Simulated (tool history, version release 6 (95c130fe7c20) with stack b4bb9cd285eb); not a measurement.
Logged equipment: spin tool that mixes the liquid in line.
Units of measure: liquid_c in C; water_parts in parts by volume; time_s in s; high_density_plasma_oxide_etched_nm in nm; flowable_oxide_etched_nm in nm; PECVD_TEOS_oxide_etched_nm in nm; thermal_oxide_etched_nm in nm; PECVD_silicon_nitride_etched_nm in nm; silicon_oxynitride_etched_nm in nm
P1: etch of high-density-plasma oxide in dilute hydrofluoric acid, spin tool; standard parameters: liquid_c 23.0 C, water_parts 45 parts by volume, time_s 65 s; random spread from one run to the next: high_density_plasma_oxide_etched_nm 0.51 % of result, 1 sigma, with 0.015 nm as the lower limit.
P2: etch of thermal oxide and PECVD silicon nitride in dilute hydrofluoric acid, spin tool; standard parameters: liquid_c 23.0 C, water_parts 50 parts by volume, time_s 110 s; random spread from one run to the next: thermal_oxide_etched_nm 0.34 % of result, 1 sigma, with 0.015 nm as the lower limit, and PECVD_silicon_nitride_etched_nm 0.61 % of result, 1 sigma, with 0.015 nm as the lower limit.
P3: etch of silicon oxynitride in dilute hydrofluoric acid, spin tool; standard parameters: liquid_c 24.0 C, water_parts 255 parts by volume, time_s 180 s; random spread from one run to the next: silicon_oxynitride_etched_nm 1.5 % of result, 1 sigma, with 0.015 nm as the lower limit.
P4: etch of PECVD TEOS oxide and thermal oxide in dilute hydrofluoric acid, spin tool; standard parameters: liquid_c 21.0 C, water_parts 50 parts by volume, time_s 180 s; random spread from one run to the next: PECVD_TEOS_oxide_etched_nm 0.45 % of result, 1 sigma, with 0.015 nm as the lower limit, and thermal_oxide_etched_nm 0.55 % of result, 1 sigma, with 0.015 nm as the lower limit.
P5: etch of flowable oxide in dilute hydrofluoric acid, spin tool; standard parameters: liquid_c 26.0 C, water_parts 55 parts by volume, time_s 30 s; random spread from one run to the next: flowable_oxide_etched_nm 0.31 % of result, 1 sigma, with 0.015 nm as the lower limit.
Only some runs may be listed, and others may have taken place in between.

| run | hour | process | liquid_c | water_parts | time_s | hours since the thermometer was replaced | hours since the hydrofluoric acid flow meter was replaced | high_density_plasma_oxide_etched_nm | flowable_oxide_etched_nm | PECVD_TEOS_oxide_etched_nm | thermal_oxide_etched_nm | PECVD_silicon_nitride_etched_nm | silicon_oxynitride_etched_nm |
|---|---|---|---|---|---|---|---|---|---|---|---|---|---|
| 1 | 12.1 | P1 | 23.0 | 45 | 65 | 242.2 | 809.6 | 10.1460 |  |  |  |  |  |
| 2 | 24.6 | P1 | 23.0 | 45 | 100 | 254.7 | 822.1 | 15.5610 |  |  |  |  |  |
| 3 | 36.3 | P5 | 26.0 | 55 | 30 | 266.4 | 833.8 |  | 20.844 |  |  |  |  |
| 4 | 43.2 | P1 | 23.0 | 25 | 65 | 273.3 | 840.7 | 18.5940 |  |  |  |  |  |
| 5 | 51.4 | P4 | 28.5 | 50 | 180 | 281.5 | 848.9 |  |  | 58.2140 | 23.1190 |  |  |
| 6 | 62.6 | P5 | 26.0 | 55 | 60 | 292.7 | 860.1 |  | 41.906 |  |  |  |  |
| 7 | 74.0 | P2 | 26.5 | 50 | 110 | 304.1 | 871.5 |  |  |  | 12.5610 | 5.0110 |  |
| 8 | 83.0 | P4 | 21.0 | 75 | 180 | 313.1 | 880.5 |  |  | 27.7530 | 10.8820 |  |  |
| 9 | 92.0 | P1 | 23.0 | 45 | 65 | 322.1 | 889.5 | 10.0200 |  |  |  |  |  |
| 10 | 102.7 | P3 | 24.0 | 255 | 180 | 332.8 | 900.2 |  |  |  |  |  | 1.6511 |
| 11 | 112.6 | P5 | 26.0 | 20 | 30 | 342.7 | 910.1 |  | 60.465 |  |  |  |  |
|  | 116.8 | thermometer replaced |
| 12 | 119.0 | P1 | 27.0 | 45 | 65 | 2.3 | 916.5 | 11.8610 |  |  |  |  |  |
| 13 | 126.8 | P2 | 23.0 | 50 | 110 | 10.1 | 924.3 |  |  |  | 10.8900 | 4.0050 |  |
| 14 | 134.8 | P1 | 23.0 | 45 | 65 | 18.1 | 932.3 | 10.0550 |  |  |  |  |  |
| 15 | 140.6 | P1 | 23.0 | 45 | 65 | 23.9 | 938.1 | 10.0750 |  |  |  |  |  |
| 16 | 153.1 | P1 | 23.0 | 45 | 15 | 36.4 | 950.6 | 2.3064 |  |  |  |  |  |
| 17 | 160.9 | P3 | 18.5 | 255 | 180 | 44.2 | 958.4 |  |  |  |  |  | 1.2604 |
| 18 | 171.9 | P3 | 24.0 | 255 | 180 | 55.2 | 969.4 |  |  |  |  |  | 1.6793 |
| 19 | 178.1 | P5 | 18.5 | 55 | 30 | 61.4 | 975.6 |  | 15.251 |  |  |  |  |
| 20 | 186.1 | P4 | 21.0 | 50 | 180 | 69.4 | 983.6 |  |  | 42.4730 | 17.0670 |  |  |
| 21 | 199.1 | P3 | 24.0 | 70 | 180 | 82.4 | 996.6 |  |  |  |  |  | 6.9502 |
| 22 | 211.7 | P1 | 23.0 | 70 | 65 | 95.0 | 1009.2 | 6.2054 |  |  |  |  |  |
| 23 | 221.6 | P4 | 21.0 | 50 | 25 | 104.9 | 1019.1 |  |  | 5.9475 | 2.3826 |  |  |
| 24 | 229.4 | P2 | 23.0 | 50 | 110 | 112.7 | 1026.9 |  |  |  | 10.8600 | 4.0015 |  |
| 25 | 237.0 | P2 | 23.0 | 50 | 15 | 120.3 | 1034.5 |  |  |  | 1.5127 | 0.5440 |  |
| 26 | 243.1 | P3 | 24.0 | 255 | 280 | 126.4 | 1040.6 |  |  |  |  |  | 2.5411 |
| 27 | 250.0 | P1 | 17.0 | 45 | 65 | 133.3 | 1047.5 | 7.6608 |  |  |  |  |  |
| 28 | 255.8 | P2 | 23.0 | 85 | 110 | 139.1 | 1053.3 |  |  |  | 6.0821 | 2.3730 |  |
| 29 | 268.3 | P1 | 17.0 | 45 | 30 | 151.6 | 1065.8 | 3.6009 |  |  |  |  |  |
| 30 | 275.4 | P1 | 23.0 | 45 | 65 | 158.7 | 1072.9 | 10.0620 |  |  |  |  |  |
| 31 | 287.4 | P1 | 23.0 | 45 | 65 | 170.7 | 1084.9 | 9.6199 |  |  |  |  |  |
| 32 | 299.3 | P1 | 23.0 | 45 | 65 | 182.6 | 1096.8 | 9.4652 |  |  |  |  |  |
| 33 | 307.6 | P1 | 23.0 | 45 | 65 | 190.9 | 1105.1 | 9.3590 |  |  |  |  |  |
| 34 | 319.0 | P1 | 23.0 | 45 | 65 | 202.3 | 1116.5 | 9.3586 |  |  |  |  |  |
| 35 | 330.2 | P1 | 23.0 | 45 | 65 | 213.5 | 1127.7 | 9.2057 |  |  |  |  |  |
| 36 | 337.1 | P1 | 23.0 | 45 | 65 | 220.4 | 1134.6 | 9.2517 |  |  |  |  |  |
| 37 | 348.3 | P1 | 23.0 | 45 | 65 | 231.6 | 1145.8 | 9.2926 |  |  |  |  |  |
| 38 | 360.5 | P1 | 23.0 | 45 | 65 | 243.8 | 1158.0 | 9.1724 |  |  |  |  |  |
| 39 | 369.5 | P1 | 23.0 | 45 | 65 | 252.8 | 1167.0 | 9.1381 |  |  |  |  |  |
| 40 | 378.8 | P1 | 23.0 | 45 | 65 | 262.1 | 1176.3 | 9.1481 |  |  |  |  |  |
| 41 | 386.1 | P1 | 23.0 | 45 | 65 | 269.4 | 1183.6 | 9.1421 |  |  |  |  |  |

P1 no longer gives what it gave before; its output has crept away from where it was. The following 2 causes, each at its listed size, fit the log equally well:
A: hydrofluoric acid flow below the setpoint (%) = 8.23
B: liquid colder than its thermometer reads (K) = 2.18
Onset of the creep was near hour 275.4.

Which of the 4 check runs listed below separates the causes, so that each cause would produce a clearly different result? Each run uses one wafer, and its results are marked with question marks.
| check 1 | 393.4 | P4 | 21.0 | 50 | 180 |  |  |  |  | ? | ? |  |  |
| check 2 | 393.4 | P2 | 23.0 | 50 | 110 |  |  |  |  |  | ? | ? |  |
| check 3 | 393.4 | P5 | 26.0 | 55 | 30 |  |  |  | ? |  |  |  |  |
| check 4 | 393.4 | P3 | 24.0 | 255 | 180 |  |  |  |  |  |  |  | ? |

Predicted outcomes, by check and by cause:
| check | result | if A | if B |
|---|---|---|---|
| check 1 | PECVD_TEOS_oxide_etched_nm | 38.9700 | 38.9170 |
| check 1 | thermal_oxide_etched_nm | 15.5520 | 15.5310 |
| check 2 | thermal_oxide_etched_nm | 9.9086 | 9.9123 |
| check 2 | PECVD_silicon_nitride_etched_nm | 3.6904 | 3.4567 |
| check 3 | flowable_oxide_etched_nm | 19.012 | 19.087 |
| check 4 | silicon_oxynitride_etched_nm | 1.4966 | 1.5061 |
How far apart the two closest causes lie, in the result that separates them most: check 1 0.13 %; check 2 6.54 %; check 3 0.39 %; check 4 0.64 %
Check 2 is the one run that separates the causes; every other check would come out nearly the same whichever cause is at work.

With check 2 done, the readings were: thermal_oxide_etched_nm 9.9596 nm; PECVD_silicon_nitride_etched_nm 3.7004 nm. Identify which of the listed causes applies.

It was cause A: hydrofluoric acid flow below the setpoint (%).
